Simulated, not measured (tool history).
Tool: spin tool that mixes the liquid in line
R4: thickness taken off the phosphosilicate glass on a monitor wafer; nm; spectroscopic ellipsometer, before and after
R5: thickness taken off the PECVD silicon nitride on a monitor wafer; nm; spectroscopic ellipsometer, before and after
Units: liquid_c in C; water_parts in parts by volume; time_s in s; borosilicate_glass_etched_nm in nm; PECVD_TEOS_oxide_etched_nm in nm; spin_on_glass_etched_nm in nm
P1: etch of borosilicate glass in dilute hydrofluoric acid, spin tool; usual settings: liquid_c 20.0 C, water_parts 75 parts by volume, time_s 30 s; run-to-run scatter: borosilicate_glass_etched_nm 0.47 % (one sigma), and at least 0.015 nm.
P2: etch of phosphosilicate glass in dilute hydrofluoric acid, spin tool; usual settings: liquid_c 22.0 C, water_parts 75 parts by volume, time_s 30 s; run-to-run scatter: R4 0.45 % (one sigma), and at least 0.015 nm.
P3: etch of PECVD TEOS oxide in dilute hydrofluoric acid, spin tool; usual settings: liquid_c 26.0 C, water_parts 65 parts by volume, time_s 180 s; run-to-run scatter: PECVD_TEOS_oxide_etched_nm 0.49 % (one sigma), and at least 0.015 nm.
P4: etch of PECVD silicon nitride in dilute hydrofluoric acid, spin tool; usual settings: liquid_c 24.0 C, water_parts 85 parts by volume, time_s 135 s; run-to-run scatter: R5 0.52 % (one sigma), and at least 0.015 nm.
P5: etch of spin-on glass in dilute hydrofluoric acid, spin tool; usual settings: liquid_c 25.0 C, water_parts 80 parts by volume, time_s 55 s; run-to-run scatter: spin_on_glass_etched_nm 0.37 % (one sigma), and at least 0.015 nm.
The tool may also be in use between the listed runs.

Run 1, hour 14.3: process P1, liquid_c 20.0 C, water_parts 75 parts by volume, time_s 30 s. Result: borosilicate_glass_etched_nm 11.1350 nm.
Run 2, hour 27.8: process P1, liquid_c 20.0 C, water_parts 75 parts by volume, time_s 30 s. Result: borosilicate_glass_etched_nm 11.0730 nm.
Run 3, hour 46.1: process P3, liquid_c 26.0 C, water_parts 65 parts by volume, time_s 180 s. Result: PECVD_TEOS_oxide_etched_nm 34.254 nm.
Run 4, hour 56.2: process P5, liquid_c 25.0 C, water_parts 80 parts by volume, time_s 25 s. Result: spin_on_glass_etched_nm 9.7784 nm.
Run 5, hour 69.6: process P2, liquid_c 22.0 C, water_parts 75 parts by volume, time_s 50 s. Result: R4 126.380 nm.
Run 6, hour 82.6: process P1, liquid_c 20.0 C, water_parts 75 parts by volume, time_s 30 s. Result: borosilicate_glass_etched_nm 11.0840 nm.
Run 7, hour 100.2: process P1, liquid_c 20.0 C, water_parts 75 parts by volume, time_s 30 s. Result: borosilicate_glass_etched_nm 11.0600 nm.
Run 8, hour 111.6: process P1, liquid_c 24.5 C, water_parts 75 parts by volume, time_s 50 s. Result: borosilicate_glass_etched_nm 22.1250 nm.
Run 9, hour 127.1: process P4, liquid_c 19.0 C, water_parts 85 parts by volume, time_s 135 s. Result: R5 2.86870 nm.
Run 10, hour 138.0: process P4, liquid_c 24.0 C, water_parts 85 parts by volume, time_s 135 s. Result: R5 4.02050 nm.
Run 11, hour 153.5: process P1, liquid_c 20.0 C, water_parts 20 parts by volume, time_s 30 s. Result: borosilicate_glass_etched_nm 44.3890 nm.
Run 12, hour 167.8: process P1, liquid_c 20.0 C, water_parts 75 parts by volume, time_s 50 s. Result: borosilicate_glass_etched_nm 18.5670 nm.
Run 13, hour 185.3: process P5, liquid_c 29.0 C, water_parts 80 parts by volume, time_s 55 s. Result: spin_on_glass_etched_nm 25.3050 nm.
Run 14, hour 196.2: process P1, liquid_c 17.0 C, water_parts 75 parts by volume, time_s 30 s. Result: borosilicate_glass_etched_nm 9.7851 nm.
Run 15, hour 208.1: process P4, liquid_c 24.0 C, water_parts 85 parts by volume, time_s 20 s. Result: R5 0.59622 nm.
Run 16, hour 221.7: process P1, liquid_c 20.0 C, water_parts 75 parts by volume, time_s 30 s. Result: borosilicate_glass_etched_nm 11.0920 nm.
Run 17, hour 230.9: process P2, liquid_c 27.5 C, water_parts 75 parts by volume, time_s 30 s. Result: R4 94.673 nm.
Run 18, hour 243.1: process P1, liquid_c 26.5 C, water_parts 75 parts by volume, time_s 30 s. Result: borosilicate_glass_etched_nm 14.5240 nm.
Run 19, hour 258.9: process P2, liquid_c 22.0 C, water_parts 120 parts by volume, time_s 30 s. Result: R4 45.048 nm.
Run 20, hour 267.8: process P1, liquid_c 20.0 C, water_parts 140 parts by volume, time_s 30 s. Result: borosilicate_glass_etched_nm 5.5863 nm.
Run 21, hour 286.6: process P5, liquid_c 25.0 C, water_parts 80 parts by volume, time_s 55 s. Result: spin_on_glass_etched_nm 21.6280 nm.
Run 22, hour 295.6: process P1, liquid_c 20.0 C, water_parts 75 parts by volume, time_s 15 s. Result: borosilicate_glass_etched_nm 5.5737 nm.
Run 23, hour 311.2: process P3, liquid_c 26.0 C, water_parts 65 parts by volume, time_s 350 s. Result: PECVD_TEOS_oxide_etched_nm 66.827 nm.
Run 24, hour 327.6: process P5, liquid_c 25.0 C, water_parts 125 parts by volume, time_s 55 s. Result: spin_on_glass_etched_nm 13.0780 nm.
Run 25, hour 345.8: process P4, liquid_c 24.0 C, water_parts 85 parts by volume, time_s 135 s. Result: R5 3.98800 nm.
Run 26, hour 363.8: process P1, liquid_c 20.0 C, water_parts 75 parts by volume, time_s 30 s. Result: borosilicate_glass_etched_nm 11.0780 nm.
Run 27, hour 375.0: process P3, liquid_c 30.5 C, water_parts 65 parts by volume, time_s 180 s. Result: PECVD_TEOS_oxide_etched_nm 40.655 nm.
Run 28, hour 384.7: process P5, liquid_c 25.0 C, water_parts 80 parts by volume, time_s 55 s. Result: spin_on_glass_etched_nm 21.5740 nm.
Run 29, hour 399.9: process P4, liquid_c 24.0 C, water_parts 25 parts by volume, time_s 135 s. Result: R5 13.08100 nm.
Run 30, hour 410.7: process P3, liquid_c 26.0 C, water_parts 65 parts by volume, time_s 180 s. Result: PECVD_TEOS_oxide_etched_nm 34.294 nm.
Run 31, hour 422.9: process P2, liquid_c 22.0 C, water_parts 75 parts by volume, time_s 30 s. Result: R4 75.984 nm.
Run 32, hour 431.6: process P3, liquid_c 26.0 C, water_parts 20 parts by volume, time_s 180 s. Result: PECVD_TEOS_oxide_etched_nm 119.010 nm.
Run 33, hour 447.4: process P1, liquid_c 20.0 C, water_parts 75 parts by volume, time_s 30 s. Result: borosilicate_glass_etched_nm 11.1410 nm.
Run 34, hour 456.6: process P1, liquid_c 20.0 C, water_parts 75 parts by volume, time_s 30 s. Result: borosilicate_glass_etched_nm 11.5060 nm.
Run 35, hour 475.3: process P1, liquid_c 20.0 C, water_parts 75 parts by volume, time_s 30 s. Result: borosilicate_glass_etched_nm 11.7650 nm.
Run 36, hour 486.1: process P1, liquid_c 20.0 C, water_parts 75 parts by volume, time_s 30 s. Result: borosilicate_glass_etched_nm 11.9660 nm.
Run 37, hour 500.5: process P1, liquid_c 20.0 C, water_parts 75 parts by volume, time_s 30 s. Result: borosilicate_glass_etched_nm 12.1690 nm.
Run 38, hour 515.7: process P1, liquid_c 20.0 C, water_parts 75 parts by volume, time_s 30 s. Result: borosilicate_glass_etched_nm 12.0550 nm.
Run 39, hour 525.0: process P1, liquid_c 20.0 C, water_parts 75 parts by volume, time_s 30 s. Result: borosilicate_glass_etched_nm 12.0530 nm.

What P1 gives has crept away from where it was. These 2 causes fit the log equally well, each at the size given:
A: liquid hotter than its thermometer reads (K) = 1.99
B: hydrofluoric acid flow above the setpoint (%) = 7.89
The creep began at about hour 447.4.

4 check runs are offered, one wafer each, their results left as question marks. Which one tells the causes apart?
Run check 1, hour 534.3: process P4, liquid_c 24.0 C, water_parts 85 parts by volume, time_s 135 s. Result: R5 ?.
Run check 2, hour 534.3: process P2, liquid_c 22.0 C, water_parts 75 parts by volume, time_s 30 s. Result: R4 ?.
Run check 3, hour 534.3: process P5, liquid_c 25.0 C, water_parts 80 parts by volume, time_s 55 s. Result: spin_on_glass_etched_nm ?.
Run check 4, hour 534.3: process P3, liquid_c 26.0 C, water_parts 65 parts by volume, time_s 180 s. Result: PECVD_TEOS_oxide_etched_nm ?.

What each check would give under each cause:
  check                      result     if A     if B
check 1                          R5  4.56560  4.31650
check 2                          R4   82.483   82.613
check 3     spin_on_glass_etched_nm  23.4080  23.5230
check 4  PECVD_TEOS_oxide_etched_nm   37.185   37.313
How far apart the two closest causes lie, in the result that separates them most: check 1 5.61 %; check 2 0.16 %; check 3 0.49 %; check 4 0.34 %
Check 1 tells the causes apart: in the others they would give nearly the same result.

Then check 1 was run and gave: R5 4.34730 nm. Which cause is it?

It is B: hydrofluoric acid flow above the setpoint (%).
